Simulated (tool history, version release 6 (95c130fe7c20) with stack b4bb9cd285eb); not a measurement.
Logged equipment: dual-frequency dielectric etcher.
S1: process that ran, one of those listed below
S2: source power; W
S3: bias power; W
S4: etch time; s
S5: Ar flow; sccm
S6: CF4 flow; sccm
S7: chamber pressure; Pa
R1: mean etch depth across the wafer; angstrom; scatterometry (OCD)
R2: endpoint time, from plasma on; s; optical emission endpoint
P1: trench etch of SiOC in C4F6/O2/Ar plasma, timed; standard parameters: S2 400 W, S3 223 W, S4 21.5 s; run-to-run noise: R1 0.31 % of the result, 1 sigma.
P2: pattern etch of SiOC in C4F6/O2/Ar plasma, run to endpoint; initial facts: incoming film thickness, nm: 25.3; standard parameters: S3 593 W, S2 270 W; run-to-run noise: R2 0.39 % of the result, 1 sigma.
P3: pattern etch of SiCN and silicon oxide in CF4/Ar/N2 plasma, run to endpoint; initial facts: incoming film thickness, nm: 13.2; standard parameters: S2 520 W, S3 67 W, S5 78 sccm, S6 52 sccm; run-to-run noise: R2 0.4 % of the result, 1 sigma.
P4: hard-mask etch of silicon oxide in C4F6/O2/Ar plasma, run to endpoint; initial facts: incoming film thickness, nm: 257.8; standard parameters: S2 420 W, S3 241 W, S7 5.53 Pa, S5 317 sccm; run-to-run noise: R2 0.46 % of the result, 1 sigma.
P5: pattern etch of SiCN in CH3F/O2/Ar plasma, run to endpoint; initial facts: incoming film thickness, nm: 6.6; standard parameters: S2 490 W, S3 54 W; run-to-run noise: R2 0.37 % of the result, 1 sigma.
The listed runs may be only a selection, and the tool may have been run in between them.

run,hour,S1,S2,S3,S4,S5,S6,S7,R1,R2
1,5.7,P1,400,223,21.5,,,,482.36,
2,10.0,P2,270,593,,,,,,9.1142
3,15.2,P1,400,223,12.0,,,,269.71,
4,19.8,P3,700,67,,78,52,,,11.0870
5,24.4,P1,400,223,21.5,,,,480.67,
6,28.2,P2,270,398,,,,,,10.6750
7,32.5,P1,400,298,21.5,,,,531.55,
8,37.2,P1,400,223,21.5,,,,481.85,
9,41.0,P2,180,593,,,,,,10.5080
10,45.7,P3,520,67,,78,52,,,14.4420
11,48.7,P1,400,223,21.5,,,,482.63,
12,51.9,P4,420,241,,222,,5.53,,71.8720
13,56.1,P1,400,162,21.5,,,,434.71,
14,62.0,P4,420,241,,317,,5.53,,74.7020
15,68.1,P1,400,223,32.0,,,,714.08,
16,71.1,P3,520,48,,78,52,,,16.1350
17,75.0,P3,520,67,,78,52,,,14.4710
18,79.6,P4,420,330,,317,,5.53,,66.8350
19,83.0,P4,420,241,,317,,7.33,,77.5890
20,88.5,P3,520,67,,78,73,,,13.7500
21,93.0,P1,400,223,21.5,,,,478.64,
22,96.9,P4,420,241,,317,,5.53,,74.3340
23,100.1,P3,520,67,,100,52,,,15.1020
24,102.8,P5,490,54,,,,,,17.9550
# hour 104.9: bias power generator calibrated
25,106.1,P5,690,54,,,,,,15.6340

Predict the results of run 26:
26,111.0,P1,560,223,14.0,,,,?,

{"run 26": {"R1": 356.55}}
